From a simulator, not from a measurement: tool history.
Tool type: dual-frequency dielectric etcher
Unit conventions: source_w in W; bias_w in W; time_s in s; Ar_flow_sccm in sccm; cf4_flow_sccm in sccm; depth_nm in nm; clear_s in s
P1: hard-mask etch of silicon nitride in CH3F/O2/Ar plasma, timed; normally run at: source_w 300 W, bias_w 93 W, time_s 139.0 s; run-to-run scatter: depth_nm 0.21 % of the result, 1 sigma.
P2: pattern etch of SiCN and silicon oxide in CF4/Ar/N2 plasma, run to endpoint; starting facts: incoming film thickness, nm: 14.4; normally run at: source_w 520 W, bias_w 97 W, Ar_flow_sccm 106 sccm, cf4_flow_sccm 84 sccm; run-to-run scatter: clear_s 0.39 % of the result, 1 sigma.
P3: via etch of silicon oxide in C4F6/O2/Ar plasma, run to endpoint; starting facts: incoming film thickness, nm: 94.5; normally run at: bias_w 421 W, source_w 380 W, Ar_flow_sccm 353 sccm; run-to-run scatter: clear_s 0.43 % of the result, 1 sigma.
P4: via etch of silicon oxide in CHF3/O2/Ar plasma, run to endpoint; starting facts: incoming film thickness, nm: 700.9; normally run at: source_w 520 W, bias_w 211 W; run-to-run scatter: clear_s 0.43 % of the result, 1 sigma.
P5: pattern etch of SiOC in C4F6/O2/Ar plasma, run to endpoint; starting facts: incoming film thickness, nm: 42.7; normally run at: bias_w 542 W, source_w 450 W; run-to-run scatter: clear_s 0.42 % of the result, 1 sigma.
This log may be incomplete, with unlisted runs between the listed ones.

run	hour	process	source_w	bias_w	time_s	Ar_flow_sccm	cf4_flow_sccm	hours since the last wet clean	hours since the last source power generator calibration	hours since the last bias power generator calibration	depth_nm	clear_s
1	8.6	P1	300	93	139.0			459.4	2319.7	1505.6	93.327	
2	15.4	P1	360	93	197.5			466.2	2326.5	1512.4	141.270	
3	25.0	P3	380	421		238		475.8	2336.1	1522.0		21.714
4	35.7	P1	370	93	139.0			486.5	2346.8	1532.7	100.570	
5	45.0	P1	300	112	139.0			495.8	2356.1	1542.0	100.090	
6	56.7	P1	300	93	139.0			507.5	2367.8	1553.7	92.852	
7	68.1	P5	270	542				518.9	2379.2	1565.1		16.394
8	80.0	P3	380	421		353		530.8	2391.1	1577.0		22.661
9	86.4	P1	300	93	139.0			537.2	2397.5	1583.4	93.033	
10	95.3	P5	450	542				546.1	2406.4	1592.3		13.679
11	102.5	P2	520	59		106	84	553.3	2413.6	1599.5		15.327
12	108.8	P3	470	421		353		559.6	2419.9	1605.8		20.733
13	116.7	P1	300	93	97.5			567.5	2427.8	1613.7	65.493	
14	126.4	P2	640	97		106	84	577.2	2437.5	1623.4		10.950
15	132.5	P1	300	93	139.0			583.3	2443.6	1629.5	92.912	
16	138.6	P2	520	97		106	84	589.4	2449.7	1635.6		13.103
17	147.1	P1	300	93	139.0			597.9	2458.2	1644.1	93.191	
18	152.9	P2	520	97		106	99	603.7	2464.0	1649.9		12.807
19	163.5	P1	190	110	139.0			614.3	2474.6	1660.5	83.923	
20	173.8	P5	450	542				624.6	2484.9	1670.8		13.588
# hour 182.1: wet clean of the chamber
21	184.7	P5	450	687				2.6	2495.8	1681.7		12.488
22	190.5	P4	360	211				8.4	2501.6	1687.5		401.880
23	196.3	P4	520	211				14.2	2507.4	1693.3		353.250
24	203.0	P1	300	93	171.0			20.9	2514.1	1700.0	114.530	
25	209.5	P2	520	97		146	84	27.4	2520.6	1706.5		13.620
26	218.0	P2	520	97		106	84	35.9	2529.1	1715.0		13.176
27	224.9	P4	520	128				42.8	2536.0	1721.9		413.360
28	234.1	P3	380	527		353		52.0	2545.2	1731.1		20.741
29	242.6	P1	300	93	139.0			60.5	2553.7	1739.6	93.229	
30	248.6	P3	380	421		353		66.5	2559.7	1745.6		22.750
31	259.9	P1	300	93	139.0			77.8	2571.0	1756.9	93.148	
32	269.2	P1	300	68	139.0			87.1	2580.3	1766.2	83.163	
33	275.1	P1	240	93	139.0			93.0	2586.2	1772.1	85.994	
34	283.1	P1	300	93	139.0			101.0	2594.2	1780.1	93.198	
35	294.7	P1	300	93	139.0			112.6	2605.8	1791.7	92.614	
36	301.3	P1	300	93	139.0			119.2	2612.4	1798.3	92.048	
37	308.1	P1	300	93	139.0			126.0	2619.2	1805.1	92.000	
38	316.4	P1	300	93	139.0			134.3	2627.5	1813.4	91.508	
39	322.8	P1	300	93	139.0			140.7	2633.9	1819.8	91.921	
# hour 329.7: wet clean of the chamber
40	332.6	P1	300	93	139.0			2.9	2643.7	1829.6	91.603	
41	339.7	P1	300	93	139.0			10.0	2650.8	1836.7	91.471	
42	345.9	P1	300	93	139.0			16.2	2657.0	1842.9	91.404	
43	357.4	P1	300	93	139.0			27.7	2668.5	1854.4	91.890	

The log shows P1 creeping away from where it was. Any of the 2 causes listed here, at the size stated for it, fits the log just as well as the others:
A: bias power that arrives under what is set, % = 4.54
B: source power that arrives under what is set, % = 4.49
The process output started creeping at around hour 283.1.
Excluded causes, each with its reason:
chamber walls in a state that lowers the etch rate, %: serviced after onset, at hour 329.7, with no recovery of the prior output

4 check runs are offered, each on 2 wafers whose results are averaged, their results left as question marks. Which one tells the causes apart?
check 1	368.9	P4	520	211								?
check 2	368.9	P5	450	542								?
check 3	368.9	P3	380	421		353						?
check 4	368.9	P2	520	97		106	84					?

Predicted outcomes, by check and by cause:
check	result	if A	if B
check 1	clear_s	356.380	356.790
check 2	clear_s	13.885	13.878
check 3	clear_s	23.020	23.023
check 4	clear_s	13.306	13.632
Gap, in per cent, between the two causes that each check separates least, read from the result that separates them most: check 1 0.12 %; check 2 0.05 %; check 3 0.01 %; check 4 2.42 %
Check 4 is the one run that separates the causes; every other check would come out nearly the same whichever cause is at work.

Here is what check 4 returned: clear_s 13.618 s. Which cause is it?

It was cause B: source power that arrives under what is set, %.

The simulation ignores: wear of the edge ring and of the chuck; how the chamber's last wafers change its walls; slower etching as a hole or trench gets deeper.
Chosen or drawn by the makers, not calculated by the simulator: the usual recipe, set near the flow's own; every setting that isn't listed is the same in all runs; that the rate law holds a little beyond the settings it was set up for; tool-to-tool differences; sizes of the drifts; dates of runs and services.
